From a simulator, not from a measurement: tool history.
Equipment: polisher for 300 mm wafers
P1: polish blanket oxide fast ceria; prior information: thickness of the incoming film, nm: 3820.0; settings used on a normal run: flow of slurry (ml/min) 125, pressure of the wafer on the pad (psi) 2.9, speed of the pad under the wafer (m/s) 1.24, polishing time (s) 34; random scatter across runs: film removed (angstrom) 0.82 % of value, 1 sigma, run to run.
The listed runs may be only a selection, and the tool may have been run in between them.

run	hour	flow of slurry (ml/min)	pressure of the wafer on the pad (psi)	speed of the pad under the wafer (m/s)	polishing time (s)	film removed (angstrom)
1	8.6	125	2.9	1.24	34	7781.2
2	15.1	125	2.9	1.24	34	7770.4
3	21.4	125	2.9	1.24	20	4568.8
4	31.2	125	2.9	0.56	34	3521.7
5	40	125	2.9	1.92	34	12184
6	49	125	2.9	1.24	34	7945.7
7	58	125	3.6	0.94	34	7392.9
8	68.8	125	2.9	1.24	47	11016
9	82	125	2.9	1.24	34	7784.4
10	94.6	125	4.5	1.24	34	11929
11	107	125	2.9	1.7	52	16443
12	113.5	90	2.9	1.24	34	7304.7
13	120.3	125	2.9	1.24	34	7856.9
14	130.5	195	2.9	1.24	34	8345.2
15	136.6	125	2.2	1.24	34	5907.2
16	149	125	2.9	1.24	34	7758.8
17	162.4	125	2.9	1.24	34	7775.8
18	172	125	2.9	1.24	34	7653.2
19	182.6	125	2.9	1.24	34	7635.8
20	193.2	125	2.9	1.24	34	7418.4
21	203.9	125	2.9	1.24	34	7339
22	212.8	125	2.9	1.24	34	7282.6
23	222	125	2.9	1.24	34	7221.2
# hour 223.1: worn pad replaced by a new one
24	229.9	125	2.9	1.24	34	7057.6
25	241.4	125	2.9	1.24	34	6950.2
26	253.3	125	2.9	1.24	34	7020.6
27	263.1	125	2.9	1.24	34	7002.8
28	276.3	125	2.9	1.24	34	7031.2

Something has made what P1 gives creep away from where it was; the 2 causes below, each at its own stated size, fit the log equally well:
A: slurry flow missing at the pad, % = 35.3
B: head's pressure below its setpoint, % = 10.2
The process output started creeping at around hour 172.
Other possible causes, and why each is ruled out:
removal rate lost through wear of the pad, %: work on it at hour 223.1, done after the drift set in, did not restore what the process gave before

Which of the 4 check runs listed below, each an average over 5 wafers with its results shown as question marks, gives clearly different results under the different listed causes?
check 1	289.5	125	2.9	0.6	34	?
check 2	289.5	185	2.9	1.24	34	?
check 3	289.5	125	4.4	1.24	47	?
check 4	289.5	125	3.6	1.24	34	?

Check results expected under each cause:
check	result	if A	if B
check 1	film removed (angstrom)	3396.6	3397.9
check 2	film removed (angstrom)	7750.1	7507.8
check 3	film removed (angstrom)	14723	14728
check 4	film removed (angstrom)	8714	8717.4
Per check, the gap between the least separated pair of causes, taken in the result that splits them most: check 1 0.04 %; check 2 3.18 %; check 3 0.04 %; check 4 0.04 %
Check 2 distinguishes between the causes, while the remaining checks would return nearly the same result for all of them.

With check 2 done, the readings were: film removed (angstrom) 7751.2. Identify which of the listed causes applies.

It is A: slurry flow missing at the pad, %.
